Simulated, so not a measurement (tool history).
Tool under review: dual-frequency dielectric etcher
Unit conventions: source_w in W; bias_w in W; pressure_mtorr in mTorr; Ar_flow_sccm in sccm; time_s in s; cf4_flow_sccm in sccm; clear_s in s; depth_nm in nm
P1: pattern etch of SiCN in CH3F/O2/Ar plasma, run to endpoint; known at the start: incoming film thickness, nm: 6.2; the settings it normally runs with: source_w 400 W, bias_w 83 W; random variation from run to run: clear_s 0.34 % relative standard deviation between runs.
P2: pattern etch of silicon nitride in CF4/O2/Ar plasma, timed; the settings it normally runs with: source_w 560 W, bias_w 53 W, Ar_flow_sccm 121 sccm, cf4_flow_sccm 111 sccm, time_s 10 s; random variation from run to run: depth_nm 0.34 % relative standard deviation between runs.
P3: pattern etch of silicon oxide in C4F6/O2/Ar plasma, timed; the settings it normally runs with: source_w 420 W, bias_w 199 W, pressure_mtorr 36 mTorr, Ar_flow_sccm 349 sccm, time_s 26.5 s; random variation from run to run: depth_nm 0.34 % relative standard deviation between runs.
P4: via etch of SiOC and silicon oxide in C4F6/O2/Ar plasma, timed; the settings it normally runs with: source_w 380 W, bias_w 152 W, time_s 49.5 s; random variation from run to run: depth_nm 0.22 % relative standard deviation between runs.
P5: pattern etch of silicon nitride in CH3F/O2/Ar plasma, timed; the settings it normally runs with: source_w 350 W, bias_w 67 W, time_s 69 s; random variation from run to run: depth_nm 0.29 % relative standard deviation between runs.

{"run": 1, "hour": 8.4, "process": "P1", "source_w": 400, "bias_w": 83, "clear_s": 16.368}
{"run": 2, "hour": 13.8, "process": "P3", "source_w": 420, "bias_w": 199, "pressure_mtorr": 36, "Ar_flow_sccm": 467, "time_s": 26.5, "depth_nm": 82.059}
{"run": 3, "hour": 19.8, "process": "P1", "source_w": 310, "bias_w": 99, "clear_s": 16.846}
{"run": 4, "hour": 24.4, "process": "P3", "source_w": 420, "bias_w": 199, "pressure_mtorr": 36, "Ar_flow_sccm": 349, "time_s": 26.5, "depth_nm": 84.792}
{"run": 5, "hour": 32.2, "process": "P1", "source_w": 400, "bias_w": 83, "clear_s": 16.263}
{"run": 6, "hour": 38.2, "process": "P2", "source_w": 560, "bias_w": 53, "Ar_flow_sccm": 121, "time_s": 6, "cf4_flow_sccm": 111, "depth_nm": 12.632}
{"run": 7, "hour": 46.9, "process": "P2", "source_w": 660, "bias_w": 53, "Ar_flow_sccm": 121, "time_s": 10, "cf4_flow_sccm": 111, "depth_nm": 24.469}
{"run": 8, "hour": 55.1, "process": "P2", "source_w": 560, "bias_w": 53, "Ar_flow_sccm": 151, "time_s": 10, "cf4_flow_sccm": 111, "depth_nm": 20.51}
{"run": 9, "hour": 63.8, "process": "P1", "source_w": 400, "bias_w": 110, "clear_s": 14.741}
{"run": 10, "hour": 72.7, "process": "P3", "source_w": 420, "bias_w": 199, "pressure_mtorr": 36, "Ar_flow_sccm": 349, "time_s": 14.5, "depth_nm": 46.405}
{"run": 11, "hour": 82.1, "process": "P5", "source_w": 350, "bias_w": 90, "time_s": 69, "depth_nm": 49.926}
{"run": 12, "hour": 89.1, "process": "P2", "source_w": 560, "bias_w": 53, "Ar_flow_sccm": 121, "time_s": 10, "cf4_flow_sccm": 111, "depth_nm": 20.95}
{"run": 13, "hour": 96.3, "process": "P3", "source_w": 320, "bias_w": 199, "pressure_mtorr": 36, "Ar_flow_sccm": 349, "time_s": 26.5, "depth_nm": 75.98}
{"run": 14, "hour": 105.0, "process": "P1", "source_w": 400, "bias_w": 83, "clear_s": 16.391}
{"run": 15, "hour": 109.6, "process": "P2", "source_w": 560, "bias_w": 53, "Ar_flow_sccm": 121, "time_s": 10, "cf4_flow_sccm": 111, "depth_nm": 21.002}
{"run": 16, "hour": 117.6, "process": "P1", "source_w": 400, "bias_w": 83, "clear_s": 16.374}
{"run": 17, "hour": 123.9, "process": "P5", "source_w": 350, "bias_w": 67, "time_s": 101, "depth_nm": 66.122}
{"run": 18, "hour": 129.3, "process": "P4", "source_w": 380, "bias_w": 152, "time_s": 49.5, "depth_nm": 54.295}
{"run": 19, "hour": 136.1, "process": "P2", "source_w": 560, "bias_w": 53, "Ar_flow_sccm": 121, "time_s": 10, "cf4_flow_sccm": 154, "depth_nm": 21.843}
{"run": 20, "hour": 143.7, "process": "P1", "source_w": 400, "bias_w": 83, "clear_s": 16.314}
{"run": 21, "hour": 150.7, "process": "P1", "source_w": 400, "bias_w": 61, "clear_s": 18.278}
{"run": 22, "hour": 157.9, "process": "P3", "source_w": 420, "bias_w": 246, "pressure_mtorr": 36, "Ar_flow_sccm": 349, "time_s": 26.5, "depth_nm": 90.95}
{"run": 23, "hour": 165.1, "process": "P1", "source_w": 400, "bias_w": 83, "clear_s": 16.357}
{"run": 24, "hour": 169.6, "process": "P5", "source_w": 350, "bias_w": 67, "time_s": 69, "depth_nm": 44.985}

What does the tool deliver on the next run?
{"run": 25, "hour": 177.7, "process": "P1", "source_w": 300, "bias_w": 52, "clear_s": "?"}

{"run 25": {"clear_s": 21.519}}

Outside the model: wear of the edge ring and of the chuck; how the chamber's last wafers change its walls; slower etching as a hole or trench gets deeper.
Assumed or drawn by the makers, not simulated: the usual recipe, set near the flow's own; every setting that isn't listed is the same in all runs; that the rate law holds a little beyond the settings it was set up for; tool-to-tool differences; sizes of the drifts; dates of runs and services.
